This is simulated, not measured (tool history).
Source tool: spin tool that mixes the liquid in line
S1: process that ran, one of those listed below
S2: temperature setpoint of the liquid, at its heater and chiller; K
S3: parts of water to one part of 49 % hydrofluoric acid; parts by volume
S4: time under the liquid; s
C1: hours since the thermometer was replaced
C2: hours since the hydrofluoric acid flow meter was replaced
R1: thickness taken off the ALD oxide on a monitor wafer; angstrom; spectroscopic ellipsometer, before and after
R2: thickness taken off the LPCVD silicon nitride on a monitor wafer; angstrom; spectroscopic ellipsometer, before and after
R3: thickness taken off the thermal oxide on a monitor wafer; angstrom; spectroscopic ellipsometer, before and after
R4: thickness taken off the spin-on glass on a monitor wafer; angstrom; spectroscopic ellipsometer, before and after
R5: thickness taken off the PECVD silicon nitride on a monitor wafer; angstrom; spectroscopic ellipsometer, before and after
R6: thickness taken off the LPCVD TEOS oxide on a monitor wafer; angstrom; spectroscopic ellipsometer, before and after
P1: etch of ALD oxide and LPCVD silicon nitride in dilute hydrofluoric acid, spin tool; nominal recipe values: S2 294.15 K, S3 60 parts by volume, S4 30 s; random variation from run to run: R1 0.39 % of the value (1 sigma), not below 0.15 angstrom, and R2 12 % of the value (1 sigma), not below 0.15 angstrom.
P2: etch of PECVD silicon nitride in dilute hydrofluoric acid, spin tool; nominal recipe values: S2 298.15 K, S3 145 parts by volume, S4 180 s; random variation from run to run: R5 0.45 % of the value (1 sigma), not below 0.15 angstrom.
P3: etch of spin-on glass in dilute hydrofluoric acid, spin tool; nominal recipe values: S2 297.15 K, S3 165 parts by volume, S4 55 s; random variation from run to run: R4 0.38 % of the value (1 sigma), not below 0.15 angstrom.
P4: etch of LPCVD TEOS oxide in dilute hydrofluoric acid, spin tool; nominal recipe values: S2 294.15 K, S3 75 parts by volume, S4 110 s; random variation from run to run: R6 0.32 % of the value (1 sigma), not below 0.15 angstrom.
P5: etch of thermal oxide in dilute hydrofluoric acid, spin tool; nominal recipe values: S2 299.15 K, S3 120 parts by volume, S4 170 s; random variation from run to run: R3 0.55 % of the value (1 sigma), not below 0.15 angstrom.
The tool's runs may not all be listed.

| run | hour | S1 | S2 | S3 | S4 | C1 | C2 | R1 | R2 | R3 | R4 | R5 | R6 |
|---|---|---|---|---|---|---|---|---|---|---|---|---|---|
| 1 | 10.6 | P1 | 294.15 | 60 | 30 | 269.9 | 1078.4 | 71.91 | 1.5597 |  |  |  |  |
| 2 | 17.9 | P1 | 294.15 | 40 | 30 | 277.2 | 1085.7 | 111.08 | 3.1368 |  |  |  |  |
| 3 | 27 | P1 | 290.15 | 60 | 30 | 286.3 | 1094.8 | 60.993 | 1.4656 |  |  |  |  |
| 4 | 32.1 | P1 | 294.15 | 100 | 50 | 291.4 | 1099.9 | 68.57 | 1.7572 |  |  |  |  |
| 5 | 39.2 | P5 | 299.15 | 35 | 170 | 298.5 | 1107 |  |  | 252.41 |  |  |  |
| 6 | 46.4 | P3 | 297.15 | 165 | 20 | 305.7 | 1114.2 |  |  |  | 54.227 |  |  |
| 7 | 54 | P1 | 294.15 | 60 | 30 | 313.3 | 1121.8 | 71.999 | 2.0294 |  |  |  |  |
| 8 | 62 | P5 | 291.15 | 120 | 170 | 321.3 | 1129.8 |  |  | 48.171 |  |  |  |
| 9 | 70.6 | P1 | 290.15 | 20 | 30 | 329.9 | 1138.4 | 190.6 | 3.6712 |  |  |  |  |
| 10 | 75.6 | P1 | 294.15 | 60 | 55 | 334.9 | 1143.4 | 131.7 | 3.3685 |  |  |  |  |
| 11 | 86.9 | P1 | 294.15 | 20 | 55 | 346.2 | 1154.7 | 418.23 | 9.2962 |  |  |  |  |
| 12 | 98.4 | P5 | 299.15 | 120 | 170 | 357.7 | 1166.2 |  |  | 66.403 |  |  |  |
| 13 | 108.3 | P2 | 298.15 | 145 | 180 | 367.6 | 1176.1 |  |  |  |  | 76.812 |  |
| 14 | 115.4 | P5 | 299.15 | 120 | 305 | 374.7 | 1183.2 |  |  | 117.96 |  |  |  |
| 15 | 126.1 | P2 | 302.65 | 145 | 180 | 385.4 | 1193.9 |  |  |  |  | 101.38 |  |
| 16 | 137.3 | P4 | 294.15 | 75 | 210 | 396.6 | 1205.1 |  |  |  |  |  | 430.74 |
| 17 | 144.6 | P4 | 302.15 | 75 | 110 | 403.9 | 1212.4 |  |  |  |  |  | 312.04 |
| 18 | 154 | P4 | 294.15 | 75 | 110 | 413.3 | 1221.8 |  |  |  |  |  | 226.45 |
| 19 | 159.8 | P4 | 294.15 | 40 | 110 | 419.1 | 1227.6 |  |  |  |  |  | 443.17 |
| 20 | 170.6 | P1 | 294.15 | 60 | 30 | 429.9 | 1238.4 | 71.509 | 2.1727 |  |  |  |  |
| 21 | 181.7 | P3 | 291.65 | 165 | 55 | 441 | 1249.5 |  |  |  | 120.13 |  |  |
| 22 | 192.5 | P3 | 297.15 | 165 | 55 | 451.8 | 1260.3 |  |  |  | 149.3 |  |  |
| 23 | 201.1 | P1 | 294.15 | 60 | 30 | 460.4 | 1268.9 | 72.351 | 1.6862 |  |  |  |  |
| 24 | 207.6 | P1 | 294.15 | 60 | 15 | 466.9 | 1275.4 | 35.432 | 0.92035 |  |  |  |  |
| 25 | 218.3 | P1 | 294.15 | 100 | 30 | 477.6 | 1286.1 | 41.09 | 1.3334 |  |  |  |  |
| 26 | 223.5 | P3 | 297.15 | 30 | 55 | 482.8 | 1291.3 |  |  |  | 960.89 |  |  |
| 27 | 230.6 | P1 | 300.65 | 60 | 30 | 489.9 | 1298.4 | 94.465 | 3.2788 |  |  |  |  |
| 28 | 240.1 | P1 | 294.15 | 60 | 30 | 499.4 | 1307.9 | 71.89 | 1.9105 |  |  |  |  |
| 29 | 245.5 | P2 | 298.15 | 35 | 180 | 504.8 | 1313.3 |  |  |  |  | 308.83 |  |
| 30 | 256.3 | P2 | 298.15 | 145 | 100 | 515.6 | 1324.1 |  |  |  |  | 42.449 |  |
| 31 | 267.3 | P5 | 299.15 | 120 | 170 | 526.6 | 1335.1 |  |  | 66.245 |  |  |  |
| 32 | 274 | P1 | 294.15 | 60 | 30 | 533.3 | 1341.8 | 71.944 | 1.6566 |  |  |  |  |
| 33 | 281.6 | P1 | 294.15 | 60 | 30 | 540.9 | 1349.4 | 70.749 | 1.7558 |  |  |  |  |
| 34 | 288.6 | P1 | 294.15 | 60 | 30 | 547.9 | 1356.4 | 69.353 | 1.6441 |  |  |  |  |
| 35 | 300 | P1 | 294.15 | 60 | 30 | 559.3 | 1367.8 | 67.853 | 1.9943 |  |  |  |  |
| 36 | 309.2 | P1 | 294.15 | 60 | 30 | 568.5 | 1377 | 67.775 | 1.8722 |  |  |  |  |
| 37 | 319.5 | P1 | 294.15 | 60 | 30 | 578.8 | 1387.3 | 68.251 | 1.7269 |  |  |  |  |
| 38 | 325 | P1 | 294.15 | 60 | 30 | 584.3 | 1392.8 | 67.857 | 1.8866 |  |  |  |  |
| 39 | 330.3 | P1 | 294.15 | 60 | 30 | 589.6 | 1398.1 | 67.772 | 1.9808 |  |  |  |  |
| 40 | 338.3 | P1 | 294.15 | 60 | 30 | 597.6 | 1406.1 | 67.815 | 1.6432 |  |  |  |  |
| 41 | 348.2 | P1 | 294.15 | 60 | 30 | 607.5 | 1416 | 67.295 | 1.9128 |  |  |  |  |
| 42 | 353.9 | P1 | 294.15 | 60 | 30 | 613.2 | 1421.7 | 67.3 | 2.4243 |  |  |  |  |
| 43 | 359.1 | P1 | 294.15 | 60 | 30 | 618.4 | 1426.9 | 67.075 | 1.8683 |  |  |  |  |

P1 has crept away from where it was. The log is fitted equally well by each of these 2 causes, at the sizes shown:
A: hydrofluoric acid flow below the setpoint (%) = 6.08
B: liquid colder than its thermometer reads (K) = 1.61
The creep began at about hour 274.

Question marks stand in for the results of the 4 check runs listed below, each run on one wafer. Under which run would the listed causes show clearly different results?
| check 1 | 364.3 | P5 | 291.15 | 120 | 300 |  |  |  |  | ? |  |  |  |
| check 2 | 364.3 | P3 | 297.15 | 80 | 55 |  |  |  |  |  | ? |  |  |
| check 3 | 364.3 | P2 | 302.15 | 35 | 180 |  |  |  |  |  |  | ? |  |
| check 4 | 364.3 | P4 | 297.15 | 75 | 110 |  |  |  |  |  |  |  | ? |

Expected result of each check under each candidate cause:
| check | result | if A | if B |
|---|---|---|---|
| check 1 | R3 | 78.887 | 79.18 |
| check 2 | R4 | 317.08 | 318.38 |
| check 3 | R5 | 379.48 | 362.91 |
| check 4 | R6 | 239.3 | 240.15 |
Per check, the gap between the least separated pair of causes, taken in the result that splits them most: check 1 0.37 %; check 2 0.41 %; check 3 4.47 %; check 4 0.35 %
Of the check runs offered, only check 3 discriminates between the causes; the rest would read about the same regardless of which cause applies.

Check 3 was carried out, with these results: R5 378.28 angstrom. Which of the listed causes is responsible?

It was cause A: hydrofluoric acid flow below the setpoint (%).
